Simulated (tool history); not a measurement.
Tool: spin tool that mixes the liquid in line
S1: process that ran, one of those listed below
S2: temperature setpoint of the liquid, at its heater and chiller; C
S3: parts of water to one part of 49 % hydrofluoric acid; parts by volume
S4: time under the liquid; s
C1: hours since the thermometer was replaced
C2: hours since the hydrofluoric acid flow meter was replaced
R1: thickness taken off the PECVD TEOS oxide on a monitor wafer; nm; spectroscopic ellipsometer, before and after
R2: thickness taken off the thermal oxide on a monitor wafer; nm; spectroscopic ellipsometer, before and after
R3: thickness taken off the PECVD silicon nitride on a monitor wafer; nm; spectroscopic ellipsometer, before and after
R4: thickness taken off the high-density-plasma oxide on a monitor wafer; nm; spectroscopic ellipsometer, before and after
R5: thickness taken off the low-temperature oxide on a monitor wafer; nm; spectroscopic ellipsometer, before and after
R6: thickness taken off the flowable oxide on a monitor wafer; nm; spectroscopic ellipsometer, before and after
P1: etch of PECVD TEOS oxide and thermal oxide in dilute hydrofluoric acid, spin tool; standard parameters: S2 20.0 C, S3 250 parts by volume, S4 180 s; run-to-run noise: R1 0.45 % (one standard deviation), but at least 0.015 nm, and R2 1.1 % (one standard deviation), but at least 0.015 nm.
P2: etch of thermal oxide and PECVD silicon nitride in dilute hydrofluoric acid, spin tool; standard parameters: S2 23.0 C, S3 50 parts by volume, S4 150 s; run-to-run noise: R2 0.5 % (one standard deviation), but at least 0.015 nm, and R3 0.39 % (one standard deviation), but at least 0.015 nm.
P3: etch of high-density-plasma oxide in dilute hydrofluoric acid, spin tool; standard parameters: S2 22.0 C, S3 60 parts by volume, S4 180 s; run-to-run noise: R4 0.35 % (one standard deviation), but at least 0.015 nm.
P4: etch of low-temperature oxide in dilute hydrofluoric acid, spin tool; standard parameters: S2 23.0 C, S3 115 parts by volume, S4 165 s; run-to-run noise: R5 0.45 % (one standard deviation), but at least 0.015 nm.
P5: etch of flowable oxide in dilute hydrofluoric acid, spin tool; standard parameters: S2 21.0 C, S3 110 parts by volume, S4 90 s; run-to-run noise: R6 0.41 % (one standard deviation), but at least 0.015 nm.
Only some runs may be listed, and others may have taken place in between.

{"run": 1, "hour": 10.9, "S1": "P1", "S2": 20.0, "S3": 250, "S4": 180, "C1": 558.8, "C2": 224.3, "R1": 8.2018, "R2": 2.3779}
{"run": 2, "hour": 21.8, "S1": "P2", "S2": 23.0, "S3": 50, "S4": 290, "C1": 569.7, "C2": 235.2, "R2": 27.808, "R3": 11.452}
{"run": 3, "hour": 29.0, "S1": "P3", "S2": 22.0, "S3": 60, "S4": 180, "C1": 576.9, "C2": 242.4, "R4": 20.759}
{"run": 4, "hour": 38.0, "S1": "P1", "S2": 20.0, "S3": 250, "S4": 180, "C1": 585.9, "C2": 251.4, "R1": 8.1684, "R2": 2.3858}
{"run": 5, "hour": 47.0, "S1": "P1", "S2": 20.0, "S3": 250, "S4": 180, "C1": 594.9, "C2": 260.4, "R1": 8.2259, "R2": 2.3953}
{"run": 6, "hour": 54.4, "S1": "P4", "S2": 23.0, "S3": 115, "S4": 15, "C1": 602.3, "C2": 267.8, "R5": 1.3339}
{"run": 7, "hour": 64.6, "S1": "P4", "S2": 27.0, "S3": 115, "S4": 165, "C1": 612.5, "C2": 278.0, "R5": 17.253}
{"run": 8, "hour": 75.6, "S1": "P4", "S2": 23.0, "S3": 115, "S4": 165, "C1": 623.5, "C2": 289.0, "R5": 14.777}
{"run": 9, "hour": 86.1, "S1": "P2", "S2": 23.0, "S3": 50, "S4": 150, "C1": 634.0, "C2": 299.5, "R2": 14.376, "R3": 5.898}
{"run": 10, "hour": 94.4, "S1": "P1", "S2": 26.0, "S3": 145, "S4": 180, "C1": 642.3, "C2": 307.8, "R1": 19.735, "R2": 5.8269}
{"run": 11, "hour": 101.7, "S1": "P1", "S2": 17.0, "S3": 250, "S4": 180, "C1": 649.6, "C2": 315.1, "R1": 7.312, "R2": 2.1088}
{"run": 12, "hour": 109.6, "S1": "P4", "S2": 23.0, "S3": 195, "S4": 165, "C1": 657.5, "C2": 323.0, "R5": 7.9782}
{"run": 13, "hour": 118.5, "S1": "P1", "S2": 20.0, "S3": 250, "S4": 35, "C1": 666.4, "C2": 331.9, "R1": 1.5553, "R2": 0.44881}
{"run": 14, "hour": 128.5, "S1": "P1", "S2": 20.0, "S3": 250, "S4": 260, "C1": 676.4, "C2": 341.9, "R1": 11.883, "R2": 3.4456}
{"run": 15, "hour": 134.9, "S1": "P1", "S2": 26.0, "S3": 250, "S4": 180, "C1": 682.8, "C2": 348.3, "R1": 10.204, "R2": 2.9711}
{"run": 16, "hour": 142.1, "S1": "P1", "S2": 20.0, "S3": 250, "S4": 180, "C1": 690.0, "C2": 355.5, "R1": 8.1724, "R2": 2.4562}
{"run": 17, "hour": 152.3, "S1": "P5", "S2": 21.0, "S3": 110, "S4": 90, "C1": 700.2, "C2": 365.7, "R6": 30.57}
{"run": 18, "hour": 158.9, "S1": "P4", "S2": 23.0, "S3": 115, "S4": 165, "C1": 706.8, "C2": 372.3, "R5": 14.758}
{"run": 19, "hour": 165.4, "S1": "P1", "S2": 20.0, "S3": 65, "S4": 180, "C1": 713.3, "C2": 378.8, "R1": 38.102, "R2": 11.227}
{"run": 20, "hour": 171.8, "S1": "P1", "S2": 20.0, "S3": 250, "S4": 180, "C1": 719.7, "C2": 385.2, "R1": 8.1212, "R2": 2.4512}
{"run": 21, "hour": 179.7, "S1": "P3", "S2": 22.0, "S3": 60, "S4": 180, "C1": 727.6, "C2": 393.1, "R4": 20.76}
{"run": 22, "hour": 189.3, "S1": "P1", "S2": 20.0, "S3": 435, "S4": 180, "C1": 737.2, "C2": 402.7, "R1": 4.0404, "R2": 1.186}
{"run": 23, "hour": 197.0, "S1": "P5", "S2": 21.0, "S3": 110, "S4": 90, "C1": 744.9, "C2": 410.4, "R6": 30.576}
{"run": 24, "hour": 208.1, "S1": "P3", "S2": 22.0, "S3": 110, "S4": 180, "C1": 756.0, "C2": 421.5, "R4": 10.622}
{"run": 25, "hour": 215.9, "S1": "P3", "S2": 22.0, "S3": 60, "S4": 30, "C1": 763.8, "C2": 429.3, "R4": 3.4667}

What will run 26 give?
{"run": 26, "hour": 226.7, "S1": "P1", "S2": 26.5, "S3": 250, "S4": 80, "C1": 774.6, "C2": 440.1, "R1": "?", "R2": "?"}

R1: 4.6200 nm
R2: 1.34640 nm
